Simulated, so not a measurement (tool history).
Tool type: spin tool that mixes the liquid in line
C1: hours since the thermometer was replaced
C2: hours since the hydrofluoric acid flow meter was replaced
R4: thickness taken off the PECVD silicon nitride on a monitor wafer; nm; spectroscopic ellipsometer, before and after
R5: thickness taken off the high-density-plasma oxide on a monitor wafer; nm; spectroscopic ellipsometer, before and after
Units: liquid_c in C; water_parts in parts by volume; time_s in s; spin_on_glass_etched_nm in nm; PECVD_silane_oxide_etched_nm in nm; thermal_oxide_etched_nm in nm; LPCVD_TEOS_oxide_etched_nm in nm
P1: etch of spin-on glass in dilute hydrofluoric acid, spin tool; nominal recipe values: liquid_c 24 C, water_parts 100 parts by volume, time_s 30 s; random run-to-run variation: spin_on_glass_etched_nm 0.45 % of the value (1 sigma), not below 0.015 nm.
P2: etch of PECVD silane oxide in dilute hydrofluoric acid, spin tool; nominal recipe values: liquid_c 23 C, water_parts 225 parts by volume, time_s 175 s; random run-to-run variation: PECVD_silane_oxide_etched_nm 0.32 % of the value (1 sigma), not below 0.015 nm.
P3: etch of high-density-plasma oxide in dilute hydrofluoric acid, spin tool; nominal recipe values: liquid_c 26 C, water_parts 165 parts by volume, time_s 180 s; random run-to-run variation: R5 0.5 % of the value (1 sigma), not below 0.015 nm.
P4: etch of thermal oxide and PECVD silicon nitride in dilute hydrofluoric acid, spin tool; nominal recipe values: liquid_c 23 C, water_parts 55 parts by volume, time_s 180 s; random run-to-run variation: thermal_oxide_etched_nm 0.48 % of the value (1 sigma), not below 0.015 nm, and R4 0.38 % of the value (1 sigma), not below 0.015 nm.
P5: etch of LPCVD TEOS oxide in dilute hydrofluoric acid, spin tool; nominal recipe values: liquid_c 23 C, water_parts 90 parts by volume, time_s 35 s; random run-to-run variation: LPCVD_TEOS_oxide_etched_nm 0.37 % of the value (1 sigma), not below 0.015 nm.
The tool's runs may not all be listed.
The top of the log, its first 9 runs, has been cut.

run 10 day=4.838 | process=P4 liquid_c=23 water_parts=55 time_s=180 | C1=1092.6 C2=719.3 | thermal_oxide_etched_nm=16.373 R4=5.683
run 11 day=5.246 | process=P1 liquid_c=24 water_parts=55 time_s=30 | C1=1102.4 C2=729.1 | spin_on_glass_etched_nm=29.286
run 12 day=5.871 | process=P5 liquid_c=23 water_parts=25 time_s=35 | C1=1117.4 C2=744.1 | LPCVD_TEOS_oxide_etched_nm=45.767
run 13 day=6.533 | process=P4 liquid_c=23 water_parts=55 time_s=180 | C1=1133.3 C2=760 | thermal_oxide_etched_nm=16.492 R4=5.6349
run 14 day=7.158 | process=P3 liquid_c=26 water_parts=165 time_s=180 | C1=1148.3 C2=775 | R5=5.7883
run 15 day=7.617 | process=P5 liquid_c=23 water_parts=90 time_s=65 | C1=1159.3 C2=786 | LPCVD_TEOS_oxide_etched_nm=21.78
run 16 day=8.088 | process=P3 liquid_c=26 water_parts=70 time_s=180 | C1=1170.6 C2=797.3 | R5=15.435
run 17 day=8.492 | process=P2 liquid_c=17 water_parts=225 time_s=175 | C1=1180.3 C2=807 | PECVD_silane_oxide_etched_nm=21.219
run 18 day=8.867 | process=P5 liquid_c=23 water_parts=90 time_s=35 | C1=1189.3 C2=816 | LPCVD_TEOS_oxide_etched_nm=11.786
run 19 day=9.554 | process=P1 liquid_c=29 water_parts=100 time_s=30 | C1=1205.8 C2=832.5 | spin_on_glass_etched_nm=18.434
run 20 day=10.171 | process=P1 liquid_c=24 water_parts=100 time_s=30 | C1=1220.6 C2=847.3 | spin_on_glass_etched_nm=15.17
run 21 day=10.746 | process=P1 liquid_c=28.5 water_parts=100 time_s=15 | C1=1234.4 C2=861.1 | spin_on_glass_etched_nm=8.9278
run 22 day=11.158 | process=P3 liquid_c=18.5 water_parts=165 time_s=180 | C1=1244.3 C2=871 | R5=4.3407
run 23 day=11.658 | process=P5 liquid_c=17 water_parts=90 time_s=35 | C1=1256.3 C2=883 | LPCVD_TEOS_oxide_etched_nm=9.0897
run 24 day=12.108 | process=P1 liquid_c=24 water_parts=180 time_s=30 | C1=1267.1 C2=893.8 | spin_on_glass_etched_nm=7.6623
run 25 day=12.55 | process=P1 liquid_c=24 water_parts=100 time_s=30 | C1=1277.7 C2=904.4 | spin_on_glass_etched_nm=15.132
run 26 day=13.242 | process=P2 liquid_c=23 water_parts=70 time_s=175 | C1=1294.3 C2=921 | PECVD_silane_oxide_etched_nm=102.16
run 27 day=13.683 | process=P4 liquid_c=23 water_parts=55 time_s=60 | C1=1304.9 C2=931.6 | thermal_oxide_etched_nm=5.4715 R4=1.8973
run 28 day=14.004 | process=P3 liquid_c=26 water_parts=165 time_s=180 | C1=1312.6 C2=939.3 | R5=5.8827
run 29 day=14.683 | process=P1 liquid_c=24 water_parts=100 time_s=50 | C1=1328.9 C2=955.6 | spin_on_glass_etched_nm=25.282
run 30 day=15.375 | process=P1 liquid_c=24 water_parts=100 time_s=15 | C1=1345.5 C2=972.2 | spin_on_glass_etched_nm=7.5635
run 31 day=15.95 | process=P1 liquid_c=24 water_parts=100 time_s=30 | C1=1359.3 C2=986 | spin_on_glass_etched_nm=15.195
run 32 day=16.612 | process=P2 liquid_c=23 water_parts=225 time_s=20 | C1=1375.2 C2=1001.9 | PECVD_silane_oxide_etched_nm=3.0531

The next listed run, before its measurement:
run 33 day=17.183 | process=P5 liquid_c=23 water_parts=90 time_s=35 | C1=1388.9 C2=1015.6 | LPCVD_TEOS_oxide_etched_nm=?

LPCVD_TEOS_oxide_etched_nm: 11.651 nm

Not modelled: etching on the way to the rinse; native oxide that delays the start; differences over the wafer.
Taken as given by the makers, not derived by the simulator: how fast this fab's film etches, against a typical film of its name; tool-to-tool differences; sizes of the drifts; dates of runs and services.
